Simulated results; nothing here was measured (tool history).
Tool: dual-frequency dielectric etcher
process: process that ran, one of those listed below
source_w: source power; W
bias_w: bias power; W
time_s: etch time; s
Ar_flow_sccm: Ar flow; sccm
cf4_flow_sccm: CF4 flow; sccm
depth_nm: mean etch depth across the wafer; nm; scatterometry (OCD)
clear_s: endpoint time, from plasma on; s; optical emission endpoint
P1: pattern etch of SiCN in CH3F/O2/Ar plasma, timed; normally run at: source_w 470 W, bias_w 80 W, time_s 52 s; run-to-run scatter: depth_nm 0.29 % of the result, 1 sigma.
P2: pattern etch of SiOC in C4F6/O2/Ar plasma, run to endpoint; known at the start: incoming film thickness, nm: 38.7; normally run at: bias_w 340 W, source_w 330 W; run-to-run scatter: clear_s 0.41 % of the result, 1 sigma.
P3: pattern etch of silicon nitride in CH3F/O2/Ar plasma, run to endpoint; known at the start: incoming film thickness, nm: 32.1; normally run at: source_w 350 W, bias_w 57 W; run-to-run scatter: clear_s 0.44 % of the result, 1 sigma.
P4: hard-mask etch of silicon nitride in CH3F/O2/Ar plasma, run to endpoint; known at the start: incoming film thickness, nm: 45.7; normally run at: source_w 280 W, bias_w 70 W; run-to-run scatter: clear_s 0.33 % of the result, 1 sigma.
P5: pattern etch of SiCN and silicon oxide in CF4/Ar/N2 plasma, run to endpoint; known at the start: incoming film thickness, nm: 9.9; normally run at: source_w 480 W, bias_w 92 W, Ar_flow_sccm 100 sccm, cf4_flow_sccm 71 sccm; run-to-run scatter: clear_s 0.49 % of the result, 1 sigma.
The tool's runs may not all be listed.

run 1 hour=9.8 | process=P1 source_w=470 bias_w=80 time_s=52 | depth_nm=20.989
run 2 hour=24.6 | process=P4 source_w=280 bias_w=70 | clear_s=76.461
run 3 hour=38.4 | process=P1 source_w=590 bias_w=80 time_s=38.5 | depth_nm=16.962
run 4 hour=49.8 | process=P5 source_w=480 bias_w=92 Ar_flow_sccm=100 cf4_flow_sccm=71 | clear_s=9.9125
run 5 hour=60 | process=P1 source_w=470 bias_w=80 time_s=52 | depth_nm=21.062
run 6 hour=67.4 | process=P4 source_w=380 bias_w=70 | clear_s=68.396
run 7 hour=81.8 | process=P1 source_w=580 bias_w=80 time_s=52 | depth_nm=22.764
run 8 hour=89.3 | process=P5 source_w=480 bias_w=73 Ar_flow_sccm=100 cf4_flow_sccm=71 | clear_s=10.656
run 9 hour=98.1 | process=P1 source_w=470 bias_w=80 time_s=52 | depth_nm=21.034
run 10 hour=110.7 | process=P5 source_w=320 bias_w=92 Ar_flow_sccm=100 cf4_flow_sccm=71 | clear_s=14.05
run 11 hour=119.3 | process=P2 source_w=330 bias_w=221 | clear_s=18.988
run 12 hour=135.5 | process=P3 source_w=350 bias_w=75 | clear_s=47.247
run 13 hour=150.5 | process=P4 source_w=280 bias_w=52 | clear_s=84.267
run 14 hour=165 | process=P1 source_w=470 bias_w=103 time_s=52 | depth_nm=23.046
run 15 hour=173.8 | process=P3 source_w=350 bias_w=57 | clear_s=52.585
run 16 hour=189.2 | process=P1 source_w=470 bias_w=80 time_s=52 | depth_nm=21.087
run 17 hour=205.1 | process=P3 source_w=440 bias_w=57 | clear_s=48.064
run 18 hour=215.8 | process=P1 source_w=470 bias_w=80 time_s=63.5 | depth_nm=25.595
run 19 hour=231.9 | process=P5 source_w=480 bias_w=92 Ar_flow_sccm=126 cf4_flow_sccm=71 | clear_s=10.169
run 20 hour=247.8 | process=P1 source_w=270 bias_w=80 time_s=52 | depth_nm=17.124
run 21 hour=263.3 | process=P1 source_w=470 bias_w=60 time_s=52 | depth_nm=19.077
run 22 hour=275.1 | process=P5 source_w=480 bias_w=92 Ar_flow_sccm=100 cf4_flow_sccm=44 | clear_s=10.565
run 23 hour=288.6 | process=P3 source_w=350 bias_w=57 | clear_s=52.388
run 24 hour=301.4 | process=P1 source_w=370 bias_w=65 time_s=52 | depth_nm=17.878
run 25 hour=308.9 | process=P1 source_w=470 bias_w=80 time_s=32.5 | depth_nm=13.154
run 26 hour=318 | process=P2 source_w=440 bias_w=340 | clear_s=14.616
run 27 hour=326.1 | process=P1 source_w=470 bias_w=80 time_s=52 | depth_nm=20.987
run 28 hour=342.3 | process=P2 source_w=330 bias_w=340 | clear_s=16.346

The next listed run, before its measurement:
run 29 hour=352.4 | process=P1 source_w=470 bias_w=80 time_s=52 | depth_nm=?

{"run 29": {"depth_nm": 21.06}}

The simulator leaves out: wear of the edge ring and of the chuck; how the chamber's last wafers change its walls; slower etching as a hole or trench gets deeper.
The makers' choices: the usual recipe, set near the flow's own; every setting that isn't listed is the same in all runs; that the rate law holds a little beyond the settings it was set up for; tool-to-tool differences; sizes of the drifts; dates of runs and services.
